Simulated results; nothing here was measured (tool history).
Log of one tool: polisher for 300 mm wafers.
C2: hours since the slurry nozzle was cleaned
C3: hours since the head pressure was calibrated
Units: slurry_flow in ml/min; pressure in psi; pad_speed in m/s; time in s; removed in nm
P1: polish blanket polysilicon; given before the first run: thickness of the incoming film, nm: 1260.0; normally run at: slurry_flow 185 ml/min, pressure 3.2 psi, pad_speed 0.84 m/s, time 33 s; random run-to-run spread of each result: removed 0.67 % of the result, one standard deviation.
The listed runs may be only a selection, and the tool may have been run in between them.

run 1 hour=6.3 | slurry_flow=185 pressure=3.2 pad_speed=0.84 time=33 | wafers_polished_on_this_pad=876 C2=211.3 C3=140.5 | removed=306.28
run 2 hour=12.8 | slurry_flow=185 pressure=3.2 pad_speed=0.84 time=33 | wafers_polished_on_this_pad=965 C2=217.8 C3=147 | removed=307.6
run 3 hour=18.2 | slurry_flow=285 pressure=3.2 pad_speed=0.84 time=33 | wafers_polished_on_this_pad=1038 C2=223.2 C3=152.4 | removed=317.41
run 4 hour=26 | slurry_flow=185 pressure=3.2 pad_speed=0.84 time=33 | wafers_polished_on_this_pad=1145 C2=231 C3=160.2 | removed=305.74
run 5 hour=30.4 | slurry_flow=185 pressure=3.2 pad_speed=0.84 time=22 | wafers_polished_on_this_pad=1205 C2=235.4 C3=164.6 | removed=202.48
run 6 hour=38.9 | slurry_flow=185 pressure=3.2 pad_speed=1.3 time=23 | wafers_polished_on_this_pad=1321 C2=243.9 C3=173.1 | removed=324.39
run 7 hour=43.9 | slurry_flow=185 pressure=3.2 pad_speed=0.84 time=47 | wafers_polished_on_this_pad=1389 C2=248.9 C3=178.1 | removed=429.22
run 8 hour=51.8 | slurry_flow=280 pressure=4.4 pad_speed=0.84 time=33 | wafers_polished_on_this_pad=1497 C2=256.8 C3=186 | removed=437.38
run 9 hour=58.9 | slurry_flow=185 pressure=3.2 pad_speed=0.84 time=33 | wafers_polished_on_this_pad=1594 C2=263.9 C3=193.1 | removed=304.14
run 10 hour=63.4 | slurry_flow=185 pressure=3.2 pad_speed=0.84 time=33 | wafers_polished_on_this_pad=1656 C2=268.4 C3=197.6 | removed=307.88
run 11 hour=70.1 | slurry_flow=185 pressure=3.2 pad_speed=0.84 time=33 | wafers_polished_on_this_pad=1747 C2=275.1 C3=204.3 | removed=305.79
run 12 hour=78.3 | slurry_flow=185 pressure=1.9 pad_speed=0.84 time=33 | wafers_polished_on_this_pad=1859 C2=283.3 C3=212.5 | removed=180.9
run 13 hour=84.9 | slurry_flow=185 pressure=4.6 pad_speed=0.84 time=33 | wafers_polished_on_this_pad=1949 C2=289.9 C3=219.1 | removed=440.51
run 14 hour=91.7 | slurry_flow=185 pressure=3.2 pad_speed=1.14 time=33 | wafers_polished_on_this_pad=2042 C2=296.7 C3=225.9 | removed=411.43
run 15 hour=101.2 | slurry_flow=110 pressure=3.2 pad_speed=0.84 time=33 | wafers_polished_on_this_pad=2172 C2=306.2 C3=235.4 | removed=276.95
run 16 hour=109.1 | slurry_flow=185 pressure=3.2 pad_speed=0.38 time=33 | wafers_polished_on_this_pad=2280 C2=314.1 C3=243.3 | removed=135.58
run 17 hour=115.8 | slurry_flow=185 pressure=3.2 pad_speed=0.84 time=33 | wafers_polished_on_this_pad=2371 C2=320.8 C3=250 | removed=304.51
run 18 hour=123.4 | slurry_flow=185 pressure=3.2 pad_speed=0.84 time=33 | wafers_polished_on_this_pad=2475 C2=328.4 C3=257.6 | removed=304.06
run 19 hour=130.7 | slurry_flow=185 pressure=3.2 pad_speed=0.84 time=33 | wafers_polished_on_this_pad=2575 C2=335.7 C3=264.9 | removed=290.08
run 20 hour=134.9 | slurry_flow=185 pressure=3.2 pad_speed=0.84 time=33 | wafers_polished_on_this_pad=2632 C2=339.9 C3=269.1 | removed=289.01
-- hour=143.6 worn pad replaced by a new one
run 21 hour=143.9 | slurry_flow=185 pressure=3.2 pad_speed=0.84 time=33 | wafers_polished_on_this_pad=5 C2=348.9 C3=278.1 | removed=283.39
run 22 hour=152.8 | slurry_flow=185 pressure=3.2 pad_speed=0.84 time=33 | wafers_polished_on_this_pad=126 C2=357.8 C3=287 | removed=278.06
run 23 hour=158.3 | slurry_flow=185 pressure=3.2 pad_speed=0.84 time=33 | wafers_polished_on_this_pad=201 C2=363.3 C3=292.5 | removed=280.7
run 24 hour=163.3 | slurry_flow=185 pressure=3.2 pad_speed=0.84 time=33 | wafers_polished_on_this_pad=270 C2=368.3 C3=297.5 | removed=278.71
run 25 hour=171.3 | slurry_flow=185 pressure=3.2 pad_speed=0.84 time=33 | wafers_polished_on_this_pad=379 C2=376.3 C3=305.5 | removed=276.07

P1 no longer gives what it gave before; its output has crept away from where it was. The following 2 causes, each at its listed size, fit the log equally well:
A: head's pressure below its setpoint, % = 8.55
B: slurry flow missing at the pad, % = 39.2
The drift started at roughly hour 123.4.
Other possible causes, and why each is ruled out:
removal rate lost through wear of the pad, %: maintenance at hour 143.6, after the shift began, did not return the process to its former output

4 check runs are offered, each on 5 wafers whose results are averaged, their results left as question marks. Which one tells the causes apart?
run check 1 hour=179.3 | slurry_flow=185 pressure=2.3 pad_speed=0.84 time=33 | removed=?
run check 2 hour=179.3 | slurry_flow=185 pressure=3.2 pad_speed=1.04 time=33 | removed=?
run check 3 hour=179.3 | slurry_flow=255 pressure=3.2 pad_speed=0.84 time=33 | removed=?
run check 4 hour=179.3 | slurry_flow=185 pressure=4.2 pad_speed=0.84 time=33 | removed=?

If the cause were each of the candidates in turn, the checks would give the following:
check=check_1 result=removed if_A=200.14 if_B=200.13
check=check_2 result=removed if_A=344.76 if_B=344.73
check=check_3 result=removed if_A=289.59 if_B=296.33
check=check_4 result=removed if_A=365.48 if_B=365.45
Per-check spread between the two closest causes, in the result where they differ most: check 1 0.01 %; check 2 0.01 %; check 3 2.3 %; check 4 0.01 %
Only in check 3 would the causes give clearly different results; in the remaining checks their results would be nearly the same.

Check 3 was carried out, with these results: removed 290.01 nm. Which of the listed causes is responsible?

The correct cause is A, namely: head's pressure below its setpoint, %.

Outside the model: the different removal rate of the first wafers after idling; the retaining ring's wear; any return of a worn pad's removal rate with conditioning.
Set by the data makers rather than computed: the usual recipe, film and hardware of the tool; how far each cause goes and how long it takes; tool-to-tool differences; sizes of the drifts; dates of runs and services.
